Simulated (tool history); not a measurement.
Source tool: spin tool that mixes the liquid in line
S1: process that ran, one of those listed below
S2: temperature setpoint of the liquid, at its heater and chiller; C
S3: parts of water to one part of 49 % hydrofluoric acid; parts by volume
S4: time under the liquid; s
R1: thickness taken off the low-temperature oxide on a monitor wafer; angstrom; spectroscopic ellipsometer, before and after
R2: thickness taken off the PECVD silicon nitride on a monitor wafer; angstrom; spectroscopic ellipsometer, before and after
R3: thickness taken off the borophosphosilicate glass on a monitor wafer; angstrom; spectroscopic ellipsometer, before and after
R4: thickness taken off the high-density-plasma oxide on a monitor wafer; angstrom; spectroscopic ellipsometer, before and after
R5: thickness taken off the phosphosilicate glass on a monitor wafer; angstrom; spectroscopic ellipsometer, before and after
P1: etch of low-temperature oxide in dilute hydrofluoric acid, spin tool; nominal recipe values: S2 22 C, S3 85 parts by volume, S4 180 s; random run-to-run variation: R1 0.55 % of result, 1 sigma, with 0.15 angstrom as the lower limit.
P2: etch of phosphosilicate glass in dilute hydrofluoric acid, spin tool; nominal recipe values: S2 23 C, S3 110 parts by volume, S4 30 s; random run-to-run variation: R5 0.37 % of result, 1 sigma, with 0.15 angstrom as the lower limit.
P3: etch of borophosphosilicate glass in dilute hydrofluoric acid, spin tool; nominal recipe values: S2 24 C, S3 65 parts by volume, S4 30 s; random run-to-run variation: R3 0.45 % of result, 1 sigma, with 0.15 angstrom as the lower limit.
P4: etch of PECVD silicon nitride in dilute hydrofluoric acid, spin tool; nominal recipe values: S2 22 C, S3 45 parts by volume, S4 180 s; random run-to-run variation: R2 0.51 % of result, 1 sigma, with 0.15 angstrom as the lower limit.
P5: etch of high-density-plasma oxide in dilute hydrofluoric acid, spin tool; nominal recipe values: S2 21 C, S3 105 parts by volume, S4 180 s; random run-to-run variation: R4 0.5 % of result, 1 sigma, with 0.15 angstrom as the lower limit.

{"run": 1, "day": 0.142, "S1": "P1", "S2": 22, "S3": 85, "S4": 180, "R1": 244.12}
{"run": 2, "day": 0.317, "S1": "P4", "S2": 22, "S3": 45, "S4": 270, "R2": 181.26}
{"run": 3, "day": 0.45, "S1": "P4", "S2": 22, "S3": 20, "S4": 180, "R2": 265.3}
{"run": 4, "day": 0.642, "S1": "P3", "S2": 17, "S3": 65, "S4": 30, "R3": 174.25}
{"run": 5, "day": 0.758, "S1": "P1", "S2": 17.5, "S3": 85, "S4": 180, "R1": 203.83}
{"run": 6, "day": 0.875, "S1": "P5", "S2": 21, "S3": 105, "S4": 40, "R4": 18.15}
{"run": 7, "day": 1.067, "S1": "P2", "S2": 23, "S3": 110, "S4": 30, "R5": 499.21}
{"run": 8, "day": 1.217, "S1": "P1", "S2": 22, "S3": 85, "S4": 180, "R1": 247.02}
{"run": 9, "day": 1.321, "S1": "P3", "S2": 24, "S3": 65, "S4": 30, "R3": 233.97}
{"run": 10, "day": 1.521, "S1": "P4", "S2": 30, "S3": 45, "S4": 180, "R2": 206.43}
{"run": 11, "day": 1.688, "S1": "P1", "S2": 22, "S3": 85, "S4": 15, "R1": 20.281}
{"run": 12, "day": 1.892, "S1": "P4", "S2": 22, "S3": 45, "S4": 180, "R2": 121}
{"run": 13, "day": 2.096, "S1": "P3", "S2": 24, "S3": 65, "S4": 30, "R3": 233.76}
{"run": 14, "day": 2.279, "S1": "P1", "S2": 22, "S3": 135, "S4": 180, "R1": 146.01}
{"run": 15, "day": 2.425, "S1": "P4", "S2": 22, "S3": 45, "S4": 180, "R2": 121.65}
{"run": 16, "day": 2.608, "S1": "P2", "S2": 17, "S3": 110, "S4": 30, "R5": 386.8}
{"run": 17, "day": 2.75, "S1": "P1", "S2": 22, "S3": 145, "S4": 305, "R1": 227.17}
{"run": 18, "day": 2.921, "S1": "P3", "S2": 24, "S3": 30, "S4": 30, "R3": 526.56}
{"run": 19, "day": 3.112, "S1": "P1", "S2": 22, "S3": 50, "S4": 180, "R1": 439.23}
{"run": 20, "day": 3.212, "S1": "P3", "S2": 24, "S3": 65, "S4": 45, "R3": 350.12}
{"run": 21, "day": 3.367, "S1": "P2", "S2": 23, "S3": 20, "S4": 30, "R5": 3054.4}
{"run": 22, "day": 3.517, "S1": "P1", "S2": 22, "S3": 85, "S4": 310, "R1": 424.14}
{"run": 23, "day": 3.633, "S1": "P5", "S2": 26.5, "S3": 105, "S4": 180, "R4": 100.87}
{"run": 24, "day": 3.833, "S1": "P2", "S2": 23, "S3": 110, "S4": 15, "R5": 245.5}
{"run": 25, "day": 3.942, "S1": "P5", "S2": 21, "S3": 105, "S4": 180, "R4": 80.91}
{"run": 26, "day": 4.108, "S1": "P1", "S2": 29.5, "S3": 85, "S4": 180, "R1": 332.52}
{"run": 27, "day": 4.283, "S1": "P1", "S2": 22, "S3": 85, "S4": 180, "R1": 245.54}
{"run": 28, "day": 4.475, "S1": "P5", "S2": 21, "S3": 40, "S4": 180, "R4": 231.35}
{"run": 29, "day": 4.567, "S1": "P1", "S2": 22, "S3": 85, "S4": 180, "R1": 244.92}
{"run": 30, "day": 4.688, "S1": "P2", "S2": 23, "S3": 110, "S4": 30, "R5": 498.64}
{"run": 31, "day": 4.862, "S1": "P1", "S2": 22, "S3": 85, "S4": 180, "R1": 245.41}
{"run": 32, "day": 5.067, "S1": "P1", "S2": 22, "S3": 85, "S4": 180, "R1": 244.29}
{"run": 33, "day": 5.167, "S1": "P1", "S2": 22, "S3": 85, "S4": 180, "R1": 251.16}
{"run": 34, "day": 5.283, "S1": "P1", "S2": 22, "S3": 85, "S4": 180, "R1": 256.91}
{"run": 35, "day": 5.417, "S1": "P1", "S2": 22, "S3": 85, "S4": 180, "R1": 257.48}
{"run": 36, "day": 5.55, "S1": "P1", "S2": 22, "S3": 85, "S4": 180, "R1": 261.12}
{"run": 37, "day": 5.654, "S1": "P1", "S2": 22, "S3": 85, "S4": 180, "R1": 261.89}
{"run": 38, "day": 5.788, "S1": "P1", "S2": 22, "S3": 85, "S4": 180, "R1": 261.4}
{"run": 39, "day": 5.921, "S1": "P1", "S2": 22, "S3": 85, "S4": 180, "R1": 262.2}
{"run": 40, "day": 6.017, "S1": "P1", "S2": 22, "S3": 85, "S4": 180, "R1": 263.47}

Compared with where it was, what P1 gives has crept away. Each cause listed below fits the log as well as the rest, at the size given for it:
A: liquid hotter than its thermometer reads (K) = 1.71
B: hydrofluoric acid flow above the setpoint (%) = 6.47
The drift started at roughly day 5.067.

Below are 4 check runs, each on a single wafer, with their results shown as question marks. Which of them would tell the listed causes apart, meaning the causes would give clearly different results under it?
{"run": "check 1", "day": 6.112, "S1": "P2", "S2": 23, "S3": 110, "S4": 30, "R5": "?"}
{"run": "check 2", "day": 6.112, "S1": "P4", "S2": 22, "S3": 45, "S4": 180, "R2": "?"}
{"run": "check 3", "day": 6.112, "S1": "P3", "S2": 24, "S3": 65, "S4": 30, "R3": "?"}
{"run": "check 4", "day": 6.112, "S1": "P5", "S2": 21, "S3": 105, "S4": 180, "R4": "?"}

Outcome of each check run for each possible cause:
check=check_1 result=R5 if_A=530.1 if_B=531.82
check=check_2 result=R2 if_A=136.28 if_B=128.9
check=check_3 result=R3 if_A=249.55 if_B=249.25
check=check_4 result=R4 if_A=86.957 if_B=87.055
Distance between the nearest two causes, measured in the result of the check that separates them most: check 1 0.32 %; check 2 5.57 %; check 3 0.12 %; check 4 0.11 %
The other checks would show nearly matching results whichever cause is true, so check 2 is the only one that separates the causes.

Check 2 was carried out, with these results: R2 128.34 angstrom. Which of the listed causes is responsible?

The cause is B: hydrofluoric acid flow above the setpoint (%).
